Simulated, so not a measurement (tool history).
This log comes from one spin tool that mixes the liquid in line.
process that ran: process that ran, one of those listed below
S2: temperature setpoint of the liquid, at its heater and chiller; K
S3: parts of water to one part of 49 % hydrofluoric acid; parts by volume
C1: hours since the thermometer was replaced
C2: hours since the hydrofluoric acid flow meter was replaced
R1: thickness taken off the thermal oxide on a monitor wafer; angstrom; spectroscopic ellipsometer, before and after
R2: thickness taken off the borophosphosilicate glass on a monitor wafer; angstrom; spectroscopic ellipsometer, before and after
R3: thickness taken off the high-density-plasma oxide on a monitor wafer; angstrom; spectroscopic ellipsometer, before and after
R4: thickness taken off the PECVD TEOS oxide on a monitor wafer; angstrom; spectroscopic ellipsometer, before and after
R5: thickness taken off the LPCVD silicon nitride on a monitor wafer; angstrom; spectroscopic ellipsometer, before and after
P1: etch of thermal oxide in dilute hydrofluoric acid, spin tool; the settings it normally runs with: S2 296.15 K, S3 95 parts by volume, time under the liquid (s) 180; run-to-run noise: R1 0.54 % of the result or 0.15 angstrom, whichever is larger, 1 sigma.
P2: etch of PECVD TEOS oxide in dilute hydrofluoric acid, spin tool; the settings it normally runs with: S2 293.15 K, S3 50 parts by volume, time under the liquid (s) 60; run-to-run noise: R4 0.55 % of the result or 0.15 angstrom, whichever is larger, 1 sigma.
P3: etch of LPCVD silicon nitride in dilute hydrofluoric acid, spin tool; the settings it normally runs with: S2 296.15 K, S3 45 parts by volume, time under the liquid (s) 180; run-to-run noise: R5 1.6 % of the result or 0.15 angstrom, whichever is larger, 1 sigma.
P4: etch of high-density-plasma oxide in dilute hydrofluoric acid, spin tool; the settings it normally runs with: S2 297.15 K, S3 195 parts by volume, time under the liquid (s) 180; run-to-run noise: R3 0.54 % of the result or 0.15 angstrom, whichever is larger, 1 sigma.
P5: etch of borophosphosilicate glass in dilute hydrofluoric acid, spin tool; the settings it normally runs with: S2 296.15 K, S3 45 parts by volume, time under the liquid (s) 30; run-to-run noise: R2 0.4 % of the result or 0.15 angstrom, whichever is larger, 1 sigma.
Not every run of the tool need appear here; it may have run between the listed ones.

run 1 day=0.246 | process_that_ran=P1 S2=296.15 S3=95 time_under_the_liquid_(s)=180 | C1=438.1 C2=1007.4 | R1=90.063
run 2 day=0.479 | process_that_ran=P5 S2=296.15 S3=20 time_under_the_liquid_(s)=30 | C1=443.7 C2=1013 | R2=420.54
run 3 day=0.712 | process_that_ran=P4 S2=297.15 S3=195 time_under_the_liquid_(s)=180 | C1=449.3 C2=1018.6 | R3=41.952
run 4 day=0.929 | process_that_ran=P2 S2=293.15 S3=50 time_under_the_liquid_(s)=60 | C1=454.5 C2=1023.8 | R4=168.36
run 5 day=1.075 | process_that_ran=P2 S2=293.15 S3=50 time_under_the_liquid_(s)=60 | C1=458 C2=1027.3 | R4=168.28
run 6 day=1.254 | process_that_ran=P1 S2=296.15 S3=95 time_under_the_liquid_(s)=85 | C1=462.3 C2=1031.6 | R1=42.686
run 7 day=1.55 | process_that_ran=P1 S2=296.15 S3=95 time_under_the_liquid_(s)=180 | C1=469.4 C2=1038.7 | R1=89.61
run 8 day=1.696 | process_that_ran=P3 S2=296.15 S3=45 time_under_the_liquid_(s)=180 | C1=472.9 C2=1042.2 | R5=17.141
run 9 day=1.888 | process_that_ran=P4 S2=302.65 S3=195 time_under_the_liquid_(s)=180 | C1=477.5 C2=1046.8 | R3=51.115
run 10 day=2.142 | process_that_ran=P1 S2=296.15 S3=95 time_under_the_liquid_(s)=325 | C1=483.6 C2=1052.9 | R1=161.39
run 11 day=2.438 | process_that_ran=P3 S2=296.15 S3=45 time_under_the_liquid_(s)=270 | C1=490.7 C2=1060 | R5=25.178
run 12 day=2.671 | process_that_ran=P3 S2=296.15 S3=70 time_under_the_liquid_(s)=180 | C1=496.3 C2=1065.6 | R5=10.993
run 13 day=2.833 | process_that_ran=P1 S2=296.15 S3=60 time_under_the_liquid_(s)=180 | C1=500.2 C2=1069.5 | R1=147.27
run 14 day=3.038 | process_that_ran=P4 S2=297.15 S3=55 time_under_the_liquid_(s)=180 | C1=505.1 C2=1074.4 | R3=174.4
run 15 day=3.2 | process_that_ran=P4 S2=297.15 S3=195 time_under_the_liquid_(s)=355 | C1=509 C2=1078.3 | R3=82.507
run 16 day=3.392 | process_that_ran=P1 S2=304.65 S3=95 time_under_the_liquid_(s)=180 | C1=513.6 C2=1082.9 | R1=125.24
run 17 day=3.617 | process_that_ran=P5 S2=296.15 S3=45 time_under_the_liquid_(s)=30 | C1=519 C2=1088.3 | R2=180.95
run 18 day=3.912 | process_that_ran=P5 S2=303.65 S3=45 time_under_the_liquid_(s)=30 | C1=526.1 C2=1095.4 | R2=244.4
run 19 day=4.129 | process_that_ran=P1 S2=292.15 S3=95 time_under_the_liquid_(s)=345 | C1=531.3 C2=1100.6 | R1=146.22
run 20 day=4.262 | process_that_ran=P1 S2=296.15 S3=95 time_under_the_liquid_(s)=180 | C1=534.5 C2=1103.8 | R1=90.197
run 21 day=4.458 | process_that_ran=P1 S2=296.15 S3=95 time_under_the_liquid_(s)=180 | C1=539.2 C2=1108.5 | R1=89.784
run 22 day=4.754 | process_that_ran=P3 S2=300.65 S3=45 time_under_the_liquid_(s)=180 | C1=546.3 C2=1115.6 | R5=23.012
run 23 day=5.025 | process_that_ran=P1 S2=296.15 S3=95 time_under_the_liquid_(s)=180 | C1=552.8 C2=1122.1 | R1=90.3
run 24 day=5.292 | process_that_ran=P1 S2=296.15 S3=170 time_under_the_liquid_(s)=90 | C1=559.2 C2=1128.5 | R1=23.138
run 25 day=5.467 | process_that_ran=P1 S2=296.15 S3=150 time_under_the_liquid_(s)=180 | C1=563.4 C2=1132.7 | R1=53.389
run 26 day=5.6 | process_that_ran=P2 S2=293.15 S3=50 time_under_the_liquid_(s)=25 | C1=566.6 C2=1135.9 | R4=68.87
run 27 day=5.833 | process_that_ran=P5 S2=296.15 S3=45 time_under_the_liquid_(s)=50 | C1=572.2 C2=1141.5 | R2=303.76
run 28 day=5.988 | process_that_ran=P2 S2=293.15 S3=20 time_under_the_liquid_(s)=60 | C1=575.9 C2=1145.2 | R4=435.53
run 29 day=6.15 | process_that_ran=P1 S2=290.15 S3=95 time_under_the_liquid_(s)=180 | C1=579.8 C2=1149.1 | R1=69.405
run 30 day=6.312 | process_that_ran=P1 S2=296.15 S3=95 time_under_the_liquid_(s)=180 | C1=583.7 C2=1153 | R1=89.297
run 31 day=6.571 | process_that_ran=P1 S2=292.65 S3=95 time_under_the_liquid_(s)=330 | C1=589.9 C2=1159.2 | R1=143.58
run 32 day=6.858 | process_that_ran=P4 S2=297.15 S3=195 time_under_the_liquid_(s)=180 | C1=596.8 C2=1166.1 | R3=42.157
run 33 day=7.05 | process_that_ran=P2 S2=300.65 S3=50 time_under_the_liquid_(s)=60 | C1=601.4 C2=1170.7 | R4=228.43
run 34 day=7.267 | process_that_ran=P1 S2=296.15 S3=95 time_under_the_liquid_(s)=180 | C1=606.6 C2=1175.9 | R1=89.83
run 35 day=7.562 | process_that_ran=P1 S2=296.15 S3=95 time_under_the_liquid_(s)=180 | C1=613.7 C2=1183 | R1=90.266
run 36 day=7.842 | process_that_ran=P1 S2=296.15 S3=95 time_under_the_liquid_(s)=180 | C1=620.4 C2=1189.7 | R1=86.549
run 37 day=8.025 | process_that_ran=P1 S2=296.15 S3=95 time_under_the_liquid_(s)=180 | C1=624.8 C2=1194.1 | R1=85.424
run 38 day=8.262 | process_that_ran=P1 S2=296.15 S3=95 time_under_the_liquid_(s)=180 | C1=630.5 C2=1199.8 | R1=84.087
run 39 day=8.517 | process_that_ran=P1 S2=296.15 S3=95 time_under_the_liquid_(s)=180 | C1=636.6 C2=1205.9 | R1=83.184
run 40 day=8.712 | process_that_ran=P1 S2=296.15 S3=95 time_under_the_liquid_(s)=180 | C1=641.3 C2=1210.6 | R1=82.665
run 41 day=9.012 | process_that_ran=P1 S2=296.15 S3=95 time_under_the_liquid_(s)=180 | C1=648.5 C2=1217.8 | R1=82.375
run 42 day=9.254 | process_that_ran=P1 S2=296.15 S3=95 time_under_the_liquid_(s)=180 | C1=654.3 C2=1223.6 | R1=82.777
run 43 day=9.508 | process_that_ran=P1 S2=296.15 S3=95 time_under_the_liquid_(s)=180 | C1=660.4 C2=1229.7 | R1=82.895

What P1 gives has crept off from where it sat before. The 2 causes that follow fit the log equally well, each at the size noted:
A: liquid colder than its thermometer reads (K) = 2.09
B: hydrofluoric acid flow below the setpoint (%) = 7.27
At approximately day 7.562, the process output began to creep.

Of the 4 check runs below, each run on 5 wafers with the results averaged and each result still a question mark, which one would tell the listed causes apart?
run check 1 day=9.762 | process_that_ran=P5 S2=301.65 S3=45 time_under_the_liquid_(s)=50 | R2=?
run check 2 day=9.762 | process_that_ran=P4 S2=297.15 S3=75 time_under_the_liquid_(s)=180 | R3=?
run check 3 day=9.762 | process_that_ran=P2 S2=299.15 S3=50 time_under_the_liquid_(s)=60 | R4=?
run check 4 day=9.762 | process_that_ran=P3 S2=296.15 S3=60 time_under_the_liquid_(s)=260 | R5=?

If the cause were each of the candidates in turn, the checks would give the following:
check=check_1 result=R2 if_A=347.56 if_B=348.71
check=check_2 result=R3 if_A=114.9 if_B=115.15
check=check_3 result=R4 if_A=196.66 if_B=197.53
check=check_4 result=R5 if_A=16.208 if_B=17.357
Minimum pairwise separation of causes per check, each pair taken at its best-separating result: check 1 0.33 %; check 2 0.22 %; check 3 0.44 %; check 4 6.85 %
Check 4 is the one run that separates the causes; every other check would come out nearly the same whichever cause is at work.

After running check 4, the following was obtained: R5 17.544 angstrom. Which cause does this point to?

Of the candidate causes, it is B: hydrofluoric acid flow below the setpoint (%).
